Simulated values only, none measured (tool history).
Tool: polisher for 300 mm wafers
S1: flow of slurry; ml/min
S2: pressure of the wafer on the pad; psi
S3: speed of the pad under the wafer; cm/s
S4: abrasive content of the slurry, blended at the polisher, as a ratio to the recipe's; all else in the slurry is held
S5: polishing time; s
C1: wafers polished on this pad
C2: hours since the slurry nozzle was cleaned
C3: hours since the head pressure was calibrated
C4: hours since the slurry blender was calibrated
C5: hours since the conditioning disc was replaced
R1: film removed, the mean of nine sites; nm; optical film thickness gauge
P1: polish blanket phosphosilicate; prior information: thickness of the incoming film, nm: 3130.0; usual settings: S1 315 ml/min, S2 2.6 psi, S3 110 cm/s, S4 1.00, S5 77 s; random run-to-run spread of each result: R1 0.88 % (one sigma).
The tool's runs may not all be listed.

Run 1, hour 12.0: S1 315 ml/min, S2 2.6 psi, S3 110 cm/s, S4 1.00, S5 77 s; C1 426; C2 150.0; C3 450.5; C4 270.0; C5 319.9. Result: R1 536.40 nm.
Run 2, hour 20.9: S1 315 ml/min, S2 2.6 psi, S3 110 cm/s, S4 0.55, S5 77 s; C1 516; C2 158.9; C3 459.4; C4 278.9; C5 328.8. Result: R1 396.52 nm.
Run 3, hour 30.7: S1 190 ml/min, S2 2.6 psi, S3 110 cm/s, S4 1.00, S5 77 s; C1 615; C2 168.7; C3 469.2; C4 288.7; C5 338.6. Result: R1 505.25 nm.
Run 4, hour 46.5: S1 315 ml/min, S2 2.6 psi, S3 110 cm/s, S4 1.00, S5 48 s; C1 774; C2 184.5; C3 485.0; C4 304.5; C5 354.4. Result: R1 331.21 nm.
Run 5, hour 55.5: S1 415 ml/min, S2 2.6 psi, S3 110 cm/s, S4 1.00, S5 49 s; C1 865; C2 193.5; C3 494.0; C4 313.5; C5 363.4. Result: R1 354.86 nm.
Run 6, hour 64.8: S1 315 ml/min, S2 2.6 psi, S3 66 cm/s, S4 1.00, S5 77 s; C1 958; C2 202.8; C3 503.3; C4 322.8; C5 372.7. Result: R1 355.97 nm.
Run 7, hour 80.2: S1 315 ml/min, S2 2.6 psi, S3 110 cm/s, S4 1.35, S5 77 s; C1 1114; C2 218.2; C3 518.7; C4 338.2; C5 388.1. Result: R1 610.64 nm.
Run 8, hour 88.6: S1 315 ml/min, S2 2.6 psi, S3 110 cm/s, S4 1.00, S5 77 s; C1 1198; C2 226.6; C3 527.1; C4 346.6; C5 396.5. Result: R1 538.23 nm.
Run 9, hour 100.9: S1 315 ml/min, S2 2.6 psi, S3 170 cm/s, S4 1.00, S5 77 s; C1 1322; C2 238.9; C3 539.4; C4 358.9; C5 408.8. Result: R1 756.45 nm.
Run 10, hour 116.0: S1 435 ml/min, S2 2.6 psi, S3 110 cm/s, S4 1.00, S5 77 s; C1 1475; C2 254.0; C3 554.5; C4 374.0; C5 423.9. Result: R1 543.23 nm.
Run 11, hour 125.8: S1 315 ml/min, S2 2.6 psi, S3 110 cm/s, S4 1.00, S5 77 s; C1 1573; C2 263.8; C3 564.3; C4 383.8; C5 433.7. Result: R1 536.42 nm.
Run 12, hour 140.2: S1 315 ml/min, S2 2.6 psi, S3 110 cm/s, S4 1.00, S5 121 s; C1 1719; C2 278.2; C3 578.7; C4 398.2; C5 448.1. Result: R1 857.30 nm.
Run 13, hour 152.4: S1 315 ml/min, S2 2.6 psi, S3 110 cm/s, S4 1.00, S5 77 s; C1 1842; C2 290.4; C3 590.9; C4 410.4; C5 460.3. Result: R1 539.52 nm.
Run 14, hour 168.3: S1 315 ml/min, S2 4.1 psi, S3 110 cm/s, S4 1.00, S5 77 s; C1 2002; C2 306.3; C3 606.8; C4 426.3; C5 476.2. Result: R1 841.45 nm.
Run 15, hour 178.1: S1 315 ml/min, S2 1.5 psi, S3 110 cm/s, S4 1.00, S5 77 s; C1 2101; C2 316.1; C3 616.6; C4 436.1; C5 486.0. Result: R1 314.38 nm.
Run 16, hour 191.8: S1 315 ml/min, S2 2.6 psi, S3 110 cm/s, S4 1.00, S5 77 s; C1 2239; C2 329.8; C3 630.3; C4 449.8; C5 499.7. Result: R1 530.17 nm.
Run 17, hour 207.9: S1 315 ml/min, S2 2.6 psi, S3 110 cm/s, S4 1.00, S5 77 s; C1 2401; C2 345.9; C3 646.4; C4 465.9; C5 515.8. Result: R1 496.35 nm.
Run 18, hour 216.4: S1 315 ml/min, S2 2.6 psi, S3 110 cm/s, S4 1.00, S5 77 s; C1 2487; C2 354.4; C3 654.9; C4 474.4; C5 524.3. Result: R1 493.96 nm.
At hour 222.2: conditioning disc replaced and pad reconditioned.
At hour 225.3: head pressure recalibrated.
Run 19, hour 231.7: S1 315 ml/min, S2 2.6 psi, S3 110 cm/s, S4 1.00, S5 77 s; C1 2641; C2 369.7; C3 6.5; C4 489.7; C5 9.5. Result: R1 475.50 nm.
Run 20, hour 248.5: S1 315 ml/min, S2 2.6 psi, S3 110 cm/s, S4 1.00, S5 77 s; C1 2811; C2 386.5; C3 23.3; C4 506.5; C5 26.3. Result: R1 467.23 nm.
Run 21, hour 259.4: S1 315 ml/min, S2 2.6 psi, S3 110 cm/s, S4 1.00, S5 77 s; C1 2920; C2 397.4; C3 34.2; C4 517.4; C5 37.2. Result: R1 461.06 nm.
Run 22, hour 276.4: S1 315 ml/min, S2 2.6 psi, S3 110 cm/s, S4 1.00, S5 77 s; C1 3092; C2 414.4; C3 51.2; C4 534.4; C5 54.2. Result: R1 464.55 nm.

What P1 gives has crept off from where it sat before. The 2 causes that follow fit the log equally well, each at the size noted:
A: removal rate lost through wear of the pad, % = 13.5
B: abrasive missing from the slurry, % = 25.5
At approximately hour 191.8, the process output began to creep.
Other possible causes, and why each is ruled out:
slurry flow missing at the pad, %: limited to 40, which would change R1 by -5.5 %, either short of the creep or opposite in sign
head's pressure below its setpoint, %: was serviced at hour 225.3, once the creep was under way, yet the earlier output never came back
time polished since the conditioner stopped cutting, s: was serviced at hour 222.2, once the creep was under way, yet the earlier output never came back

Below are 4 check runs, each averaged over 3 wafers, with their results shown as question marks. Which of them would give clearly different results depending on which cause is behind the drift?
Run check 1, hour 293.4: S1 315 ml/min, S2 1.5 psi, S3 110 cm/s, S4 1.00, S5 118 s. Result: R1 ?.
Run check 2, hour 293.4: S1 315 ml/min, S2 4.0 psi, S3 164 cm/s, S4 1.00, S5 77 s. Result: R1 ?.
Run check 3, hour 293.4: S1 315 ml/min, S2 3.6 psi, S3 110 cm/s, S4 1.00, S5 101 s. Result: R1 ?.
Run check 4, hour 293.4: S1 315 ml/min, S2 2.6 psi, S3 86 cm/s, S4 0.60, S5 77 s. Result: R1 ?.

What each check would give under each cause:
  check  result    if A    if B
check 1      R1  409.94  410.11
check 2      R1  981.88  982.29
check 3      R1  842.11  842.46
check 4      R1  292.24  281.78
How far apart the two closest causes lie, in the result that separates them most: check 1 0.04 %; check 2 0.04 %; check 3 0.04 %; check 4 3.65 %
The causes can be told apart only by check 4. The other checks would give nearly the same results under each of them.

With check 4 done, the readings were: R1 292.79 nm. Identify which of the listed causes applies.

The correct cause is A, namely: removal rate lost through wear of the pad, %.

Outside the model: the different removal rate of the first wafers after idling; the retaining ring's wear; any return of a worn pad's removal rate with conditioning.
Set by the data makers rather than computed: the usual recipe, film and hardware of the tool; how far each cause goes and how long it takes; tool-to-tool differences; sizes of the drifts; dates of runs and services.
